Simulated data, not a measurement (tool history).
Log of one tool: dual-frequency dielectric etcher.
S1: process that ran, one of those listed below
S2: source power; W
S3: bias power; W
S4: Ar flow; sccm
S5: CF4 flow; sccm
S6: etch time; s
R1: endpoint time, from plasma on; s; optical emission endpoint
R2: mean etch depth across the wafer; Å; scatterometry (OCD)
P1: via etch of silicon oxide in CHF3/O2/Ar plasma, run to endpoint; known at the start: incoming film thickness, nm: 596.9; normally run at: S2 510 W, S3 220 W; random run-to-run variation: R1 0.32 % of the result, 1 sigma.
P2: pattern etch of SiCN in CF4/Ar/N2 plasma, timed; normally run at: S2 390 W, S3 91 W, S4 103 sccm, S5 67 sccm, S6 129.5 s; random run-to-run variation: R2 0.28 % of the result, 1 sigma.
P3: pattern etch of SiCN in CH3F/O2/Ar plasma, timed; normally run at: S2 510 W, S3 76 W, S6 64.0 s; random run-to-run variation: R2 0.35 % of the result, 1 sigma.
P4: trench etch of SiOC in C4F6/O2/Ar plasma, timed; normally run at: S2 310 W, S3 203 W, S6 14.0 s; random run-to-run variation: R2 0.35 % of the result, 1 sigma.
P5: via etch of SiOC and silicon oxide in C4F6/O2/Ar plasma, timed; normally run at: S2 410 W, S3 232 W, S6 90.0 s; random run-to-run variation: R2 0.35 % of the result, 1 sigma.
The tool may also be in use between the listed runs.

Run 1, hour 5.8: S1 P1, S2 510 W, S3 220 W. Result: R1 287.62 s.
Run 2, hour 18.4: S1 P1, S2 620 W, S3 160 W. Result: R1 296.75 s.
Run 3, hour 24.6: S1 P2, S2 390 W, S3 91 W, S4 103 sccm, S5 47 sccm, S6 129.5 s. Result: R2 1004.10 Å.
Run 4, hour 34.9: S1 P5, S2 410 W, S3 232 W, S6 90.0 s. Result: R2 1100.70 Å.
Run 5, hour 47.6: S1 P1, S2 510 W, S3 271 W. Result: R1 266.88 s.
Run 6, hour 54.0: S1 P2, S2 390 W, S3 122 W, S4 103 sccm, S5 67 sccm, S6 129.5 s. Result: R2 1180.30 Å.
Run 7, hour 59.6: S1 P1, S2 510 W, S3 220 W. Result: R1 287.70 s.
Run 8, hour 69.2: S1 P5, S2 410 W, S3 232 W, S6 90.0 s. Result: R2 1106.10 Å.
Run 9, hour 81.4: S1 P1, S2 510 W, S3 220 W. Result: R1 288.97 s.
At hour 87.4: wet clean of the chamber.
Run 10, hour 90.4: S1 P3, S2 510 W, S3 76 W, S6 64.0 s. Result: R2 267.67 Å.
Run 11, hour 99.7: S1 P2, S2 480 W, S3 91 W, S4 103 sccm, S5 67 sccm, S6 129.5 s. Result: R2 1267.90 Å.
Run 12, hour 110.4: S1 P4, S2 190 W, S3 203 W, S6 14.0 s. Result: R2 229.07 Å.
Run 13, hour 121.3: S1 P1, S2 380 W, S3 220 W. Result: R1 321.03 s.
Run 14, hour 131.4: S1 P1, S2 510 W, S3 220 W. Result: R1 288.01 s.
At hour 137.0: source power generator calibrated.
Run 15, hour 139.4: S1 P5, S2 410 W, S3 313 W, S6 90.0 s. Result: R2 1220.30 Å.
Run 16, hour 146.5: S1 P3, S2 510 W, S3 76 W, S6 35.0 s. Result: R2 145.12 Å.
Run 17, hour 157.2: S1 P5, S2 410 W, S3 232 W, S6 51.5 s. Result: R2 630.59 Å.
Run 18, hour 164.4: S1 P2, S2 390 W, S3 91 W, S4 103 sccm, S5 67 sccm, S6 129.5 s. Result: R2 1056.60 Å.
Run 19, hour 176.3: S1 P3, S2 510 W, S3 58 W, S6 64.0 s. Result: R2 243.12 Å.
Run 20, hour 187.9: S1 P5, S2 270 W, S3 232 W, S6 90.0 s. Result: R2 936.57 Å.

What will run 21 give?
Run 21, hour 195.7: S1 P1, S2 510 W, S3 220 W. Result: R1 ?.

{"run 21": {"R1": 287.9}}

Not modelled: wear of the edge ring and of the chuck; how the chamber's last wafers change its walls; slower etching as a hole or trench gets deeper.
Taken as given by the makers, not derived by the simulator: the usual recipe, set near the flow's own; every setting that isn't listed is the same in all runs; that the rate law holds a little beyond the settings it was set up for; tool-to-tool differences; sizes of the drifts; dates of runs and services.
